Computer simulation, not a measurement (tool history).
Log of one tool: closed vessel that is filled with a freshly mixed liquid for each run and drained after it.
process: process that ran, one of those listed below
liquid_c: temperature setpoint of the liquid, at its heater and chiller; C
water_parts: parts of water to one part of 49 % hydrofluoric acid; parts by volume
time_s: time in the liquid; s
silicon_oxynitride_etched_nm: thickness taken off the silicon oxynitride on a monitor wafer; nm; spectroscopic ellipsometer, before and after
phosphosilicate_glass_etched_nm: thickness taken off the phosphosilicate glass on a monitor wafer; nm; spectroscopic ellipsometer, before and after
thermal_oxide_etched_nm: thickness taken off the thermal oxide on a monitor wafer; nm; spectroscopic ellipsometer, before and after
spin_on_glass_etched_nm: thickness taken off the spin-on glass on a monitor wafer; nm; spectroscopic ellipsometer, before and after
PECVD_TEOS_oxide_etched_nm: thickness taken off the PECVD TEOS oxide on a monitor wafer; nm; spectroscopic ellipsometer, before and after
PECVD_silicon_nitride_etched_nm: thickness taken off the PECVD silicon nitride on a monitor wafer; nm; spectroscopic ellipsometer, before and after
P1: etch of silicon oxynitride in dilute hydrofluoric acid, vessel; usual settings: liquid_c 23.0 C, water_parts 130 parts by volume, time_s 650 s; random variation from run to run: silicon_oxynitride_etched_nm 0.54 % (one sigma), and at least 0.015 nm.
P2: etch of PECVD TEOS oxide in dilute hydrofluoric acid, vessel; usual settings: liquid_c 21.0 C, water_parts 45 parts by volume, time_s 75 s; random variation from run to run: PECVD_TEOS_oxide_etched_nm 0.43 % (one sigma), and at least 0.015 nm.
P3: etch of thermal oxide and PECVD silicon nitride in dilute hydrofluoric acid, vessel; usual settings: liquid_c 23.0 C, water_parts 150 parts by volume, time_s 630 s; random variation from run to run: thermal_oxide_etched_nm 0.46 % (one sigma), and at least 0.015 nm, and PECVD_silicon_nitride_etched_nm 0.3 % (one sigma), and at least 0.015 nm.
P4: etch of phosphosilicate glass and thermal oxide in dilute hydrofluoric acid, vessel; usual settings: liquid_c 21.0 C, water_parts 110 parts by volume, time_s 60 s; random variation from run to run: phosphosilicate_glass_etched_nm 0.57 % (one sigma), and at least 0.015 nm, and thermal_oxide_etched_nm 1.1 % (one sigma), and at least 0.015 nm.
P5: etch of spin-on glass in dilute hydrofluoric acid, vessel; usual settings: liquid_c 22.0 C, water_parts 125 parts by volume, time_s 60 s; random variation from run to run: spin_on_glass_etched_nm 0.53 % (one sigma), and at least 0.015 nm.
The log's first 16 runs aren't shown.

run,hour,process,liquid_c,water_parts,time_s,silicon_oxynitride_etched_nm,phosphosilicate_glass_etched_nm,thermal_oxide_etched_nm,spin_on_glass_etched_nm,PECVD_TEOS_oxide_etched_nm,PECVD_silicon_nitride_etched_nm
17,115.6,P1,23.0,130,650,20.860,,,,,
18,122.4,P4,21.0,160,60,,33.977,1.5264,,,
19,130.2,P2,25.5,45,75,,,,,52.438,
20,137.7,P2,21.0,45,125,,,,,72.092,
21,147.3,P3,23.0,150,350,,,9.4977,,,10.667
22,152.0,P1,23.0,130,650,20.558,,,,,
23,161.7,P5,28.5,125,60,,,,19.092,,
24,168.0,P2,21.0,20,75,,,,,100.790,
25,176.5,P3,31.0,150,630,,,22.8780,,,31.842
# hour 180.1: hydrofluoric acid flow meter replaced
26,182.9,P1,23.0,130,1075,34.347,,,,,

Forecast run 27:
27,192.7,P1,23.0,130,360,?,,,,,

Run 27 gave silicon_oxynitride_etched_nm 11.550 nm.

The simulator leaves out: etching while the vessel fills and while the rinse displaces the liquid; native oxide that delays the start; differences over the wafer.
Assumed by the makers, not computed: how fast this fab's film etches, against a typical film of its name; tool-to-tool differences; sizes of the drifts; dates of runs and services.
